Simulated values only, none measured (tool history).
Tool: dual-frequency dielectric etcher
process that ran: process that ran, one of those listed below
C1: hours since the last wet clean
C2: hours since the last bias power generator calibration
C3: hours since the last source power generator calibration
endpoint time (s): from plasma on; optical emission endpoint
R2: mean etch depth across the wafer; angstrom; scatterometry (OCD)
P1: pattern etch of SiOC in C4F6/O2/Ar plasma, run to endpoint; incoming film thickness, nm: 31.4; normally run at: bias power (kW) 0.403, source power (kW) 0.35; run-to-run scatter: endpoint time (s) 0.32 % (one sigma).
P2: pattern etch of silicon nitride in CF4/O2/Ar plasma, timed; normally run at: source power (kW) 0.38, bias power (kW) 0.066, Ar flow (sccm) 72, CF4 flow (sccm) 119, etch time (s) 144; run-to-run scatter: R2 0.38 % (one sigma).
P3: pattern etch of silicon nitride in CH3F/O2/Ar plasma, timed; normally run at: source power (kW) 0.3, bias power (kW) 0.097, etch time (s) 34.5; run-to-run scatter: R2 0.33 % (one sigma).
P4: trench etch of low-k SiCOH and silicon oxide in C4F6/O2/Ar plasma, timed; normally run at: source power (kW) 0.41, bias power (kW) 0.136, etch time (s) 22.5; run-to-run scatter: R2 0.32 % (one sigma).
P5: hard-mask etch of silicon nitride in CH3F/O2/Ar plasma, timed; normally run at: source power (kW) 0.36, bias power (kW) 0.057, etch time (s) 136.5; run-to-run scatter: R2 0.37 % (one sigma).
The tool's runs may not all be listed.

{"run": 1, "day": 0.483, "process that ran": "P1", "bias power (kW)": 0.403, "source power (kW)": 0.35, "C1": 319.5, "C2": 2552.8, "C3": 585.7, "endpoint time (s)": 11.853}
{"run": 2, "day": 0.829, "process that ran": "P1", "bias power (kW)": 0.403, "source power (kW)": 0.45, "C1": 327.8, "C2": 2561.1, "C3": 594, "endpoint time (s)": 10.823}
{"run": 3, "day": 1.5, "process that ran": "P2", "bias power (kW)": 0.048, "source power (kW)": 0.38, "Ar flow (sccm)": 72, "CF4 flow (sccm)": 119, "etch time (s)": 144, "C1": 343.9, "C2": 2577.2, "C3": 610.1, "R2": 2301.5}
{"run": 4, "day": 2.125, "process that ran": "P5", "bias power (kW)": 0.071, "source power (kW)": 0.36, "etch time (s)": 136.5, "C1": 358.9, "C2": 2592.2, "C3": 625.1, "R2": 900.37}
{"run": 5, "day": 2.833, "process that ran": "P1", "bias power (kW)": 0.403, "source power (kW)": 0.35, "C1": 375.9, "C2": 2609.2, "C3": 642.1, "endpoint time (s)": 11.879}
{"run": 6, "day": 3.196, "process that ran": "P2", "bias power (kW)": 0.066, "source power (kW)": 0.38, "Ar flow (sccm)": 72, "CF4 flow (sccm)": 119, "etch time (s)": 144, "C1": 384.6, "C2": 2617.9, "C3": 650.8, "R2": 2593.1}
{"run": 7, "day": 3.533, "process that ran": "P2", "bias power (kW)": 0.066, "source power (kW)": 0.38, "Ar flow (sccm)": 72, "CF4 flow (sccm)": 119, "etch time (s)": 144, "C1": 392.7, "C2": 2626, "C3": 658.9, "R2": 2575}
{"run": 8, "day": 4.142, "process that ran": "P4", "bias power (kW)": 0.087, "source power (kW)": 0.41, "etch time (s)": 22.5, "C1": 407.3, "C2": 2640.6, "C3": 673.5, "R2": 564.36}
{"run": 9, "day": 4.854, "process that ran": "P1", "bias power (kW)": 0.403, "source power (kW)": 0.35, "C1": 424.4, "C2": 2657.7, "C3": 690.6, "endpoint time (s)": 11.81}
{"run": 10, "day": 5.529, "process that ran": "P1", "bias power (kW)": 0.403, "source power (kW)": 0.22, "C1": 440.6, "C2": 2673.9, "C3": 706.8, "endpoint time (s)": 14.074}
{"run": 11, "day": 6.175, "process that ran": "P1", "bias power (kW)": 0.26, "source power (kW)": 0.43, "C1": 456.1, "C2": 2689.4, "C3": 722.3, "endpoint time (s)": 12.832}
{"run": 12, "day": 6.738, "process that ran": "P2", "bias power (kW)": 0.066, "source power (kW)": 0.38, "Ar flow (sccm)": 72, "CF4 flow (sccm)": 144, "etch time (s)": 144, "C1": 469.6, "C2": 2702.9, "C3": 735.8, "R2": 2618.1}
{"run": 13, "day": 7.346, "process that ran": "P4", "bias power (kW)": 0.136, "source power (kW)": 0.31, "etch time (s)": 22.5, "C1": 484.2, "C2": 2717.5, "C3": 750.4, "R2": 570.73}
{"run": 14, "day": 7.729, "process that ran": "P5", "bias power (kW)": 0.057, "source power (kW)": 0.45, "etch time (s)": 136.5, "C1": 493.4, "C2": 2726.7, "C3": 759.6, "R2": 913.23}
{"run": 15, "day": 8.279, "process that ran": "P4", "bias power (kW)": 0.136, "source power (kW)": 0.41, "etch time (s)": 12.5, "C1": 506.6, "C2": 2739.9, "C3": 772.8, "R2": 354.41}
{"run": 16, "day": 8.996, "process that ran": "P3", "bias power (kW)": 0.097, "source power (kW)": 0.21, "etch time (s)": 34.5, "C1": 523.8, "C2": 2757.1, "C3": 790, "R2": 208.9}
{"run": 17, "day": 9.675, "process that ran": "P1", "bias power (kW)": 0.403, "source power (kW)": 0.35, "C1": 540.1, "C2": 2773.4, "C3": 806.3, "endpoint time (s)": 11.853}
{"run": 18, "day": 10.038, "process that ran": "P3", "bias power (kW)": 0.059, "source power (kW)": 0.3, "etch time (s)": 34.5, "C1": 548.8, "C2": 2782.1, "C3": 815, "R2": 199.62}
{"run": 19, "day": 10.542, "process that ran": "P3", "bias power (kW)": 0.097, "source power (kW)": 0.3, "etch time (s)": 34.5, "C1": 560.9, "C2": 2794.2, "C3": 827.1, "R2": 237.56}
{"run": 20, "day": 11.254, "process that ran": "P2", "bias power (kW)": 0.066, "source power (kW)": 0.38, "Ar flow (sccm)": 72, "CF4 flow (sccm)": 119, "etch time (s)": 79, "C1": 578, "C2": 2811.3, "C3": 844.2, "R2": 1418.6}
{"run": 21, "day": 11.825, "process that ran": "P2", "bias power (kW)": 0.066, "source power (kW)": 0.38, "Ar flow (sccm)": 87, "CF4 flow (sccm)": 119, "etch time (s)": 144, "C1": 591.7, "C2": 2825, "C3": 857.9, "R2": 2534.8}
{"run": 22, "day": 12.296, "process that ran": "P1", "bias power (kW)": 0.316, "source power (kW)": 0.35, "C1": 603, "C2": 2836.3, "C3": 869.2, "endpoint time (s)": 12.951}
{"run": 23, "day": 12.779, "process that ran": "P1", "bias power (kW)": 0.291, "source power (kW)": 0.23, "C1": 614.6, "C2": 2847.9, "C3": 880.8, "endpoint time (s)": 15.616}
{"run": 24, "day": 13.358, "process that ran": "P2", "bias power (kW)": 0.066, "source power (kW)": 0.5, "Ar flow (sccm)": 72, "CF4 flow (sccm)": 119, "etch time (s)": 144, "C1": 628.5, "C2": 2861.8, "C3": 894.7, "R2": 3261.5}
{"run": 25, "day": 14.096, "process that ran": "P3", "bias power (kW)": 0.097, "source power (kW)": 0.3, "etch time (s)": 19, "C1": 646.2, "C2": 2879.5, "C3": 912.4, "R2": 130.92}
{"run": 26, "day": 14.771, "process that ran": "P4", "bias power (kW)": 0.136, "source power (kW)": 0.41, "etch time (s)": 22.5, "C1": 662.4, "C2": 2895.7, "C3": 928.6, "R2": 640.58}
{"run": 27, "day": 15.296, "process that ran": "P5", "bias power (kW)": 0.057, "source power (kW)": 0.36, "etch time (s)": 199.5, "C1": 675, "C2": 2908.3, "C3": 941.2, "R2": 1228.6}
{"run": 28, "day": 15.875, "process that ran": "P1", "bias power (kW)": 0.551, "source power (kW)": 0.35, "C1": 688.9, "C2": 2922.2, "C3": 955.1, "endpoint time (s)": 10.509}
{"run": 29, "day": 16.446, "process that ran": "P5", "bias power (kW)": 0.057, "source power (kW)": 0.36, "etch time (s)": 136.5, "C1": 702.6, "C2": 2935.9, "C3": 968.8, "R2": 840.61}
{"run": 30, "day": 17.121, "process that ran": "P1", "bias power (kW)": 0.403, "source power (kW)": 0.35, "C1": 718.8, "C2": 2952.1, "C3": 985, "endpoint time (s)": 11.901}
{"run": 31, "day": 17.596, "process that ran": "P1", "bias power (kW)": 0.403, "source power (kW)": 0.35, "C1": 730.2, "C2": 2963.5, "C3": 996.4, "endpoint time (s)": 11.932}
{"run": 32, "day": 18.333, "process that ran": "P1", "bias power (kW)": 0.403, "source power (kW)": 0.35, "C1": 747.9, "C2": 2981.2, "C3": 1014.1, "endpoint time (s)": 12.008}
{"run": 33, "day": 19.038, "process that ran": "P1", "bias power (kW)": 0.403, "source power (kW)": 0.35, "C1": 764.8, "C2": 2998.1, "C3": 1031, "endpoint time (s)": 12.049}
{"day": 19.292, "done": "wet clean of the chamber"}
{"run": 34, "day": 19.612, "process that ran": "P1", "bias power (kW)": 0.403, "source power (kW)": 0.35, "C1": 7.8, "C2": 3011.9, "C3": 1044.8, "endpoint time (s)": 12.093}
{"run": 35, "day": 20.225, "process that ran": "P1", "bias power (kW)": 0.403, "source power (kW)": 0.35, "C1": 22.5, "C2": 3026.6, "C3": 1059.5, "endpoint time (s)": 12.021}
{"run": 36, "day": 20.954, "process that ran": "P1", "bias power (kW)": 0.403, "source power (kW)": 0.35, "C1": 40, "C2": 3044.1, "C3": 1077, "endpoint time (s)": 12.152}
{"run": 37, "day": 21.321, "process that ran": "P1", "bias power (kW)": 0.403, "source power (kW)": 0.35, "C1": 48.8, "C2": 3052.9, "C3": 1085.8, "endpoint time (s)": 12.187}

What P1 gives has crept away from where it was. These 2 causes fit the log equally well, each at the size given:
A: bias power that arrives under what is set, % = 4.79
B: source power that arrives under what is set, % = 4.68
The creep began at about day 17.121.
Why every other cause is out:
chamber walls in a state that lowers the etch rate, %: serviced at day 19.292, which brought nothing back

4 check runs are offered, each on 2 wafers whose results are averaged, their results left as question marks. Which one tells the causes apart?
{"run": "check 1", "day": 21.688, "process that ran": "P4", "bias power (kW)": 0.136, "source power (kW)": 0.41, "etch time (s)": 22.5, "R2": "?"}
{"run": "check 2", "day": 21.688, "process that ran": "P3", "bias power (kW)": 0.097, "source power (kW)": 0.3, "etch time (s)": 34.5, "R2": "?"}
{"run": "check 3", "day": 21.688, "process that ran": "P2", "bias power (kW)": 0.066, "source power (kW)": 0.38, "Ar flow (sccm)": 72, "CF4 flow (sccm)": 119, "etch time (s)": 144, "R2": "?"}
{"run": "check 4", "day": 21.688, "process that ran": "P5", "bias power (kW)": 0.057, "source power (kW)": 0.36, "etch time (s)": 136.5, "R2": "?"}

What each check would give under each cause:
check=check_1 result=R2 if_A=629.4 if_B=626.52
check=check_2 result=R2 if_A=233.8 if_B=233.9
check=check_3 result=R2 if_A=2529.8 if_B=2472.2
check=check_4 result=R2 if_A=827.98 if_B=825.98
How far apart the two closest causes lie, in the result that separates them most: check 1 0.46 %; check 2 0.04 %; check 3 2.3 %; check 4 0.24 %
Only check 3 tells the causes apart: in the others they would give nearly the same result.

Check 3 was then run and gave: R2 2471.2 angstrom. Which cause is it?

It is B: source power that arrives under what is set, %.
